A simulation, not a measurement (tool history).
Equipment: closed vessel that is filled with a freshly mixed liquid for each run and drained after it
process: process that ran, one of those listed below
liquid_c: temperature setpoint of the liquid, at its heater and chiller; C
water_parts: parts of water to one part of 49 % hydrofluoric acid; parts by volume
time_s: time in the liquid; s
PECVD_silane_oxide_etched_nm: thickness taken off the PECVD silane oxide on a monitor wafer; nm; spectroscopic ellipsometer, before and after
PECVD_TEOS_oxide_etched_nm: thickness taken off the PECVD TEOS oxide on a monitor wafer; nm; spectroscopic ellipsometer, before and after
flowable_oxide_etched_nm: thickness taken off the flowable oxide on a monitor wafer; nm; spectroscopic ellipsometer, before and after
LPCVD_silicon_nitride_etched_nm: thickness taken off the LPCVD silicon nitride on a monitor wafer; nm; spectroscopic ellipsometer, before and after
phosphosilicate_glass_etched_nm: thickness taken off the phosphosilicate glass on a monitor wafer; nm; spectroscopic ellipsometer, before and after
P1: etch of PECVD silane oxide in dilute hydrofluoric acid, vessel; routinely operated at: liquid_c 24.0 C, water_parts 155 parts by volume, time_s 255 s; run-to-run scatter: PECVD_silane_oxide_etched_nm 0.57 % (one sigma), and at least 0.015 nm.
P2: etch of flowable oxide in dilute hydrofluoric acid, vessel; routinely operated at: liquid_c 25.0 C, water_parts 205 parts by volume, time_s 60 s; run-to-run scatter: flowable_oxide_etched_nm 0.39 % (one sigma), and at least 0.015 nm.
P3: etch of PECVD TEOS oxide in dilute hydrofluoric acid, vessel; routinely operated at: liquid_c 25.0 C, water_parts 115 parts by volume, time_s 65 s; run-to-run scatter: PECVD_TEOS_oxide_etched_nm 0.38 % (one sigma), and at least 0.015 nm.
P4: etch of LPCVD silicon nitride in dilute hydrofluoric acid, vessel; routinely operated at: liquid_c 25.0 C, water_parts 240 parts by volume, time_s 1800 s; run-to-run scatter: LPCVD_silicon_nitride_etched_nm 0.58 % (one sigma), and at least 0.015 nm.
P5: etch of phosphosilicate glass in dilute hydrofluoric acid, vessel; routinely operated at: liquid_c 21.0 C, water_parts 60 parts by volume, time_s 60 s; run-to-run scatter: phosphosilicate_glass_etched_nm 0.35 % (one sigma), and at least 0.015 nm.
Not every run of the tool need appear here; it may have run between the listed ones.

run   hour  process  liquid_c  water_parts  time_s  PECVD_silane_oxide_etched_nm  PECVD_TEOS_oxide_etched_nm  flowable_oxide_etched_nm  LPCVD_silicon_nitride_etched_nm  phosphosilicate_glass_etched_nm
  1    5.4       P1      24.0          155     255                       52.3930
  2   10.8       P1      24.0          155      30                        6.2036
  3   13.8       P3      25.0          115      65                                                    8.8513
  4   18.3       P2      25.0          205      60                                                                              14.773
  5   21.6       P1      24.0          155     455                       94.3070
  6   27.5       P4      25.0          405    1800                                                                                                               2.4094
  7   30.8       P1      24.0          155     255                       52.5280
  8   36.0       P1      24.0          155     255                       52.6090
  9   40.9       P1      24.0          155     255                       52.2060
 10   44.9       P5      21.0           60      60                                                                                                                                                88.067
 11   49.5       P1      24.0           75     415                      192.7600
 12   52.4       P5      28.5           60      60                                                                                                                                               119.820
 13   56.5       P2      29.5          205      60                                                                              17.359
 14   60.5       P4      25.0          240    1800                                                                                                               4.0484
 15   63.9       P1      24.0          260     145                       16.0830
 16   68.2       P5      21.0           60      60                                                                                                                                                88.293
 17   72.1       P5      21.0           60      95                                                                                                                                               140.980
 18   76.1       P3      25.0          195      65                                                    4.7778
 19   80.5       P4      20.0          240    1800                                                                                                               2.9692
 20   86.4       P3      25.0          115      30                                                    4.1022
 21   89.9       P5      21.0           95      60                                                                                                                                                53.421
 22   93.0       P1      28.5           70     255                      154.3100
 23   98.6       P1      28.5          155     255                       61.7980
 24  103.6       P1      24.0          285     255                       24.6600
 25  106.6       P3      32.0          115      65                                                   11.4900
 26  111.7       P1      24.0           50     255                      185.2900
     112.3  -- thermometer replaced
 27  118.0       P1      17.0          155     255                       39.8710
 28  122.3       P2      25.0          205      90                                                                              22.146
 29  127.8       P1      24.0          155     255                       52.5810
 30  131.4       P1      24.0          155     255                       51.8110
 31  135.6       P2      25.0           95      60                                                                              36.259
 32  139.7       P4      25.0          240    3240                                                                                                               7.2284
 33  145.5       P1      24.0          155     255                       52.5350
 34  148.7       P3      25.0          115      65                                                    8.8441
 35  153.7       P1      24.0          155     255                       52.2620
 36  159.7       P1      24.0          155     255                       54.7020
 37  163.7       P1      24.0          155     255                       55.5100
 38  167.0       P1      24.0          155     255                       55.4220
 39  173.2       P1      24.0          155     255                       56.5070
 40  177.0       P1      24.0          155     255                       55.8290

Forecast run 41:
 41  181.6       P1      24.0          155     255                             ?

{"run 41": {"PECVD_silane_oxide_etched_nm": 56.194}}

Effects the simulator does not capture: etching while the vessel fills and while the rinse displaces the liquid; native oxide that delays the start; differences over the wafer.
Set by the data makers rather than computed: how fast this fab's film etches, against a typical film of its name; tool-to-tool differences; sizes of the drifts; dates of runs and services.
